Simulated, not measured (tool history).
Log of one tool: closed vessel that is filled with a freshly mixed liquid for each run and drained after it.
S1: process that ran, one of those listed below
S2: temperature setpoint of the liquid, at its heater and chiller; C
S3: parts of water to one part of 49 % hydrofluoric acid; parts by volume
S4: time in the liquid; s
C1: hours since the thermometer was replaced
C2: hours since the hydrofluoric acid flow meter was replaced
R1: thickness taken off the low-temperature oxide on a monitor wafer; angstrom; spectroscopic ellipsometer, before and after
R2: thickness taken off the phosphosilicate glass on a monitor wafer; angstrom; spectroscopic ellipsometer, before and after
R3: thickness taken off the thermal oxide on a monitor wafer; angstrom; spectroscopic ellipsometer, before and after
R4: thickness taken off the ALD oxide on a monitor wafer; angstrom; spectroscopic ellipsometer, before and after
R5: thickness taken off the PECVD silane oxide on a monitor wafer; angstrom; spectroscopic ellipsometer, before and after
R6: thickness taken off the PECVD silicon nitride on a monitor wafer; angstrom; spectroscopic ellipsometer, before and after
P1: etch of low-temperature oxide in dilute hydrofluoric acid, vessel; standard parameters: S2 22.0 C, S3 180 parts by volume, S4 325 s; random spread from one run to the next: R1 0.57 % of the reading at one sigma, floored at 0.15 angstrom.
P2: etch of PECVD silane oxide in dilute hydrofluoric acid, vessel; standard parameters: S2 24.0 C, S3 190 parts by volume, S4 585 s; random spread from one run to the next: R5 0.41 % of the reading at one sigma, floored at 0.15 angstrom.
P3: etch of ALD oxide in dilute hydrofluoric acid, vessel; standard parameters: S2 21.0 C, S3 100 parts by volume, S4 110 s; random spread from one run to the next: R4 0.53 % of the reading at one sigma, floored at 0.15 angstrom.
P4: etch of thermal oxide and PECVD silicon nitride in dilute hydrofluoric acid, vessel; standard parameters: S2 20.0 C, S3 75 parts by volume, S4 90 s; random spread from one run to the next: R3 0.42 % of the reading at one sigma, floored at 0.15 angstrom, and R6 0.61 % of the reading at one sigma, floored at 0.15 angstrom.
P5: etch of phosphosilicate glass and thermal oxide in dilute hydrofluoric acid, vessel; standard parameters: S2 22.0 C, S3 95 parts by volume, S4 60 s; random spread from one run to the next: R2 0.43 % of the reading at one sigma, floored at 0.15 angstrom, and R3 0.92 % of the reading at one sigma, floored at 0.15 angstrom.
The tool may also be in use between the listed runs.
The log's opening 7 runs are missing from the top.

run	hour	S1	S2	S3	S4	C1	C2	R1	R2	R3	R4	R5	R6
8	105.5	P1	22.0	180	325	1144.6	13.5	160.700					
9	122.1	P2	24.0	260	585	1161.2	30.1					383.440	
10	137.1	P2	24.0	190	585	1176.2	45.1					565.990	
11	147.5	P2	24.0	190	30	1186.6	55.5					29.304	
12	159.8	P5	22.0	45	60	1198.9	67.8		1470.10	65.200			
13	171.8	P1	22.0	180	525	1210.9	79.8	260.000					
14	185.6	P5	22.0	95	100	1224.7	93.6		1096.30	47.780			
15	201.7	P1	22.0	260	325	1240.8	109.7	102.300					
16	210.3	P4	20.0	115	90	1249.4	118.3			30.297			33.330
17	225.8	P1	22.0	180	325	1264.9	133.8	159.390					
18	236.4	P4	17.0	75	90	1275.5	144.4			43.502			40.503
19	249.2	P2	24.0	190	585	1288.3	157.2					567.120	
20	261.2	P1	26.5	255	325	1300.3	169.2	124.160					
21	273.6	P3	28.0	100	110	1312.7	181.6				128.900		
22	286.1	P1	17.0	180	325	1325.2	194.1	133.350					
23	303.3	P4	20.0	75	45	1342.4	211.3			24.314			25.018
24	315.6	P2	30.5	190	585	1354.7	223.6					718.490	
25	328.3	P3	21.0	100	110	1367.4	236.3				98.326		
26	341.4	P1	28.0	180	325	1380.5	249.4	200.210					
27	350.6	P1	22.0	180	325	1389.7	258.6	161.370					
28	362.7	P3	21.0	100	175	1401.8	270.7				156.590		
29	378.5	P4	20.0	75	90	1417.6	286.5			48.700			50.142

What does the tool deliver on the next run?
30	389.2	P1	22.0	180	325	1428.3	297.2	?					

R1: 159.960 angstrom
